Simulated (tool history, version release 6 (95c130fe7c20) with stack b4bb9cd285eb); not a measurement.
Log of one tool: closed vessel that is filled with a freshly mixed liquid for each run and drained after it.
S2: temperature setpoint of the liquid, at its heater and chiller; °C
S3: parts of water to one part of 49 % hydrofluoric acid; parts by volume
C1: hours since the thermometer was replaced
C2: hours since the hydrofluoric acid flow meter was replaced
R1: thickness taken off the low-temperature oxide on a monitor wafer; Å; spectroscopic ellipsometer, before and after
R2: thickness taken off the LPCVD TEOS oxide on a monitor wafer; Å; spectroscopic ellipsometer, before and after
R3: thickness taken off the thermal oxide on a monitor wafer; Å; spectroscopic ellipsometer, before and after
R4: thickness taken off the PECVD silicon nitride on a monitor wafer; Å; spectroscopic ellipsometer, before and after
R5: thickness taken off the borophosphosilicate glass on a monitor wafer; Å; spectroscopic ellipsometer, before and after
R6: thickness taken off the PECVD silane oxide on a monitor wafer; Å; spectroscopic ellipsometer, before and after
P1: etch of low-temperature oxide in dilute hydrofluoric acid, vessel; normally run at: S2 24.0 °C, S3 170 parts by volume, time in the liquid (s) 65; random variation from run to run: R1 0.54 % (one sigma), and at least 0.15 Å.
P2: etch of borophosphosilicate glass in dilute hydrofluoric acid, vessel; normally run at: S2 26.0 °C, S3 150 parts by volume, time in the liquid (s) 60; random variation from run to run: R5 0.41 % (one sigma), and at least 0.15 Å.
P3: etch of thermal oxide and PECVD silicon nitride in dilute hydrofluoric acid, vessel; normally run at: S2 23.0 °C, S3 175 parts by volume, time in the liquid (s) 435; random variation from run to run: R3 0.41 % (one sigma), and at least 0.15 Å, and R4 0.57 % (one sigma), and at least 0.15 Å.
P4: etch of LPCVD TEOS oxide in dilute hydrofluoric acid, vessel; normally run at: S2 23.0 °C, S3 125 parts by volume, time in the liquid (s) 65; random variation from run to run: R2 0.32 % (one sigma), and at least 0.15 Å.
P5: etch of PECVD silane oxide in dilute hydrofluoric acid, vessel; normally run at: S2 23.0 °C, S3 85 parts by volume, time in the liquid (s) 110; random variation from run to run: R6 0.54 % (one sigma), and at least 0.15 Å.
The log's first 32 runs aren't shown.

Run 33, day 18.354: process that ran P1, S2 24.0 °C, S3 170 parts by volume, time in the liquid (s) 65; C1 728.1; C2 1304.8. Result: R1 66.052 Å.
Run 34, day 18.988: process that ran P1, S2 24.0 °C, S3 170 parts by volume, time in the liquid (s) 65; C1 743.3; C2 1320.0. Result: R1 62.993 Å.
Run 35, day 19.662: process that ran P1, S2 24.0 °C, S3 170 parts by volume, time in the liquid (s) 65; C1 759.5; C2 1336.2. Result: R1 63.101 Å.
Run 36, day 20.292: process that ran P1, S2 24.0 °C, S3 170 parts by volume, time in the liquid (s) 65; C1 774.6; C2 1351.3. Result: R1 61.435 Å.
Run 37, day 20.838: process that ran P1, S2 24.0 °C, S3 170 parts by volume, time in the liquid (s) 65; C1 787.7; C2 1364.4. Result: R1 61.336 Å.
Run 38, day 21.500: process that ran P1, S2 24.0 °C, S3 170 parts by volume, time in the liquid (s) 65; C1 803.6; C2 1380.3. Result: R1 61.581 Å.
Run 39, day 22.150: process that ran P1, S2 24.0 °C, S3 170 parts by volume, time in the liquid (s) 65; C1 819.2; C2 1395.9. Result: R1 60.757 Å.
Run 40, day 22.908: process that ran P1, S2 24.0 °C, S3 170 parts by volume, time in the liquid (s) 65; C1 837.4; C2 1414.1. Result: R1 60.162 Å.

Run 41 comes next. What will it give?
Run 41, day 23.262: process that ran P1, S2 24.0 °C, S3 170 parts by volume, time in the liquid (s) 65; C1 845.9; C2 1422.6. Result: R1 ?.

Run 41 gave R1 60.748 Å.
